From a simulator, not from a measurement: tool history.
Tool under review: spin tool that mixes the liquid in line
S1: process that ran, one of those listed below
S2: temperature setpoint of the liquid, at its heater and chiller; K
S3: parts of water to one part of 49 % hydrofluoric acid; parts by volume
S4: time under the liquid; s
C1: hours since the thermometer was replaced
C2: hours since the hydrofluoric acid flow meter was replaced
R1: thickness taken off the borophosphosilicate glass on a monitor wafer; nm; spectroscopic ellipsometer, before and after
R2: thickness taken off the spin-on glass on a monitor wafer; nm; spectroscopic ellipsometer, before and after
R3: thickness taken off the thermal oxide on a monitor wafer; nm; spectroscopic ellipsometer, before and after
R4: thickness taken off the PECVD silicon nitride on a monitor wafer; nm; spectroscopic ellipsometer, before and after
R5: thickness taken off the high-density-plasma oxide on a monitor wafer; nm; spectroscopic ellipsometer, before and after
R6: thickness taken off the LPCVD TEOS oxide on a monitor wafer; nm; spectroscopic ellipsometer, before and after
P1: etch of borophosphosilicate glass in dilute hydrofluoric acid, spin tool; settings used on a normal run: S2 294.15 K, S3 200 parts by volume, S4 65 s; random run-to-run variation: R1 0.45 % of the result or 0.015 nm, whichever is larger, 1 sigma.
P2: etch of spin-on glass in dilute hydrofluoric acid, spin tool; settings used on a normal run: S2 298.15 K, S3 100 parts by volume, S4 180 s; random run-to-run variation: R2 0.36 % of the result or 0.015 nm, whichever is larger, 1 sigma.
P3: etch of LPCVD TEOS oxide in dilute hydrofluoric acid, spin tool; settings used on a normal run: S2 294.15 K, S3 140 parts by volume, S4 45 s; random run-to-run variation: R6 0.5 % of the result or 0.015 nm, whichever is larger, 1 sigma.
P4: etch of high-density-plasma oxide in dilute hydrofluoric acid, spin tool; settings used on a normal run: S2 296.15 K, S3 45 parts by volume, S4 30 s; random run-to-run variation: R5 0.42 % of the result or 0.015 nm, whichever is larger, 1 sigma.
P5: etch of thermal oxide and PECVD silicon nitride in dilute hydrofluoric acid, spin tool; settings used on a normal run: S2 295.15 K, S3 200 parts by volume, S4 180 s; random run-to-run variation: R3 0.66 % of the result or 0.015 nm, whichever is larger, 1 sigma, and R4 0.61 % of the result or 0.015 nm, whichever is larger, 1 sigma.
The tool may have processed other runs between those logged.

run,hour,S1,S2,S3,S4,C1,C2,R1,R2,R3,R4,R5,R6
1,4.9,P1,294.15,200,65,99.2,589.4,12.759,,,,,
2,11.8,P2,298.15,185,180,106.1,596.3,,24.447,,,,
3,18.8,P1,294.15,200,15,113.1,603.3,2.953,,,,,
4,22.9,P5,290.15,200,180,117.2,607.4,,,2.7197,3.1749,,
5,28.1,P5,295.15,295,180,122.4,612.6,,,2.0741,2.9687,,
6,33.5,P4,296.15,45,30,127.8,618,,,,,5.7741,
7,40.6,P4,296.15,45,30,134.9,625.1,,,,,5.7798,
8,45.9,P1,294.15,200,115,140.2,630.4,22.645,,,,,
9,54,P2,298.15,100,180,148.3,638.5,,49.717,,,,
10,61.7,P3,294.15,140,80,156,646.2,,,,,,27.49
11,66.1,P3,294.15,240,45,160.4,650.6,,,,,,8.1072
12,72.7,P4,296.15,45,55,167,657.2,,,,,10.575,
13,78.3,P2,306.15,100,180,172.6,662.8,,67.226,,,,
14,85.6,P1,294.15,200,65,179.9,670.1,12.728,,,,,
15,89.7,P1,294.15,200,65,184,674.2,12.783,,,,,
16,94.2,P1,294.15,200,65,188.5,678.7,12.797,,,,,
17,99,P1,301.15,200,15,193.3,683.5,3.8348,,,,,
18,107.3,P3,294.15,140,45,201.6,691.8,,,,,,15.473
19,111.5,P1,294.15,200,65,205.8,696,12.764,,,,,
20,116.8,P5,295.15,200,355,211.1,701.3,,,6.5063,8.5865,,
21,121.5,P1,300.65,200,65,215.8,706,16.1,,,,,
22,126.7,P4,304.15,45,30,221,711.2,,,,,7.9881,
23,135.6,P1,294.15,320,65,229.9,720.1,7.1682,,,,,
24,139.5,P5,295.15,200,180,233.8,724,,,3.3538,4.3269,,
25,143.4,P2,298.15,100,345,237.7,727.9,,95.579,,,,
26,149.1,P1,294.15,45,25,243.4,733.6,25.674,,,,,
27,157.1,P4,296.15,70,30,251.4,741.6,,,,,3.575,
28,164.8,P1,294.15,100,65,259.1,749.3,28.362,,,,,
29,170.8,P1,290.15,200,65,265.1,755.3,10.989,,,,,
30,176.5,P3,298.15,140,45,270.8,761,,,,,,18.045
31,183.1,P1,294.15,200,65,277.4,767.6,12.817,,,,,
32,187,P1,294.15,200,65,281.3,771.5,12.55,,,,,
33,194.9,P1,294.15,200,65,289.2,779.4,12.338,,,,,
34,201.3,P1,294.15,200,65,295.6,785.8,12.277,,,,,
35,205.9,P1,294.15,200,65,300.2,790.4,12.139,,,,,
36,214.1,P1,294.15,200,65,308.4,798.6,11.996,,,,,
37,222.2,P1,294.15,200,65,316.5,806.7,12.221,,,,,
38,229.3,P1,294.15,200,65,323.6,813.8,12.026,,,,,
39,237.9,P1,294.15,200,65,332.2,822.4,12.081,,,,,
40,242,P1,294.15,200,65,336.3,826.5,11.976,,,,,

Run 41 has not been measured yet. What should we expect?
41,247.5,P1,294.15,200,65,341.8,832,?,,,,,

Run 41 produced R1 12.045 nm.
